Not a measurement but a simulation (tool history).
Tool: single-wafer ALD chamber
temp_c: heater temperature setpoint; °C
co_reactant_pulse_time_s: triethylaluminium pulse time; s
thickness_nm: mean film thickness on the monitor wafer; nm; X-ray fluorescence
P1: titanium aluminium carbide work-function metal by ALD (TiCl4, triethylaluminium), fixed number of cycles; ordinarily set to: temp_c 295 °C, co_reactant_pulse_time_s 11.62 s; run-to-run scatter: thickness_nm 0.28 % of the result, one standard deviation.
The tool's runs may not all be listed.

run  hour  temp_c  co_reactant_pulse_time_s  hours since the last thermocouple change  hours since the last triethylaluminium bottle change  thickness_nm
  1   2.4     295                     11.62                                     609.5                                                 508.7        1.9454
  2   5.9     276                     19.03                                       613                                                 512.2        1.8144
  3   9.5     295                     11.62                                     616.6                                                 515.8        1.9452
  4  12.7     295                     11.62                                     619.8                                                   519        1.9464
  5  17.5     271                     11.62                                     624.6                                                 523.8        1.7423
     19.2  -- thermocouple changed; heater temperature recalibrated
  6  20.2     295                     15.95                                       1.1                                                 526.5        1.9686
       22  -- triethylaluminium bottle replaced
  7  23.4     295                     11.62                                       4.3                                                   1.4        1.9399
  8  26.1     320                     11.62                                         7                                                   4.1        2.1686
  9  29.4     295                      4.63                                      10.3                                                   7.4        1.5816
 10  32.1     295                     11.62                                        13                                                  10.1        1.9474
 11    36     295                     11.62                                      16.9                                                    14        1.9434
 12  39.8     295                     11.62                                      20.7                                                  17.8        1.9515
 13  42.6     295                     11.62                                      23.5                                                  20.6        1.9402
 14  47.2     295                     11.62                                      28.1                                                  25.2        1.9109
 15  52.2     295                     11.62                                      33.1                                                  30.2        1.9155
 16  56.9     295                     11.62                                      37.8                                                  34.9        1.8985
 17  61.3     295                     11.62                                      42.2                                                  39.3        1.9038
 18  63.7     295                     11.62                                      44.6                                                  41.7        1.9044
 19  66.6     295                     11.62                                      47.5                                                  44.6        1.9073
 20  69.9     295                     11.62                                      50.8                                                  47.9        1.9026
 21  73.6     295                     11.62                                      54.5                                                  51.6        1.8892
 22  78.4     295                     11.62                                      59.3                                                  56.4        1.9005

What P1 gives has crept away from where it was. These 2 causes fit the log equally well, each at the size given:
A: triethylaluminium dose below that of a fresh bottle (%) = 20.4
B: wafer temperature below the value expected at the setpoint (K) = 5.3
The onset of the drift is placed at about hour 39.8.

Consider the 4 single-wafer check runs listed below, results given as question marks: which one distinguishes between the causes by giving clearly different results for each?
check 1  83.2     316                     11.62                                                                                                             ?
check 2  83.2     306                     11.62                                                                                                             ?
check 3  83.2     280                      7.52                                                                                                             ?
check 4  83.2     314                     11.62                                                                                                             ?

Expected result of each check under each candidate cause:
  check        result    if A    if B
check 1  thickness_nm  2.0779  2.0814
check 2  thickness_nm  1.9927  1.9946
check 3  thickness_nm  1.6161  1.6704
check 4  thickness_nm  2.0608   2.064
Minimum pairwise separation of causes per check, each pair taken at its best-separating result: check 1 0.17 %; check 2 0.09 %; check 3 3.3 %; check 4 0.16 %
Only check 3 tells the causes apart: in the others they would give nearly the same result.

Check 3 was carried out, with these results: thickness_nm 1.6615 nm. Which of the listed causes is responsible?

It was cause B: wafer temperature below the value expected at the setpoint (K).

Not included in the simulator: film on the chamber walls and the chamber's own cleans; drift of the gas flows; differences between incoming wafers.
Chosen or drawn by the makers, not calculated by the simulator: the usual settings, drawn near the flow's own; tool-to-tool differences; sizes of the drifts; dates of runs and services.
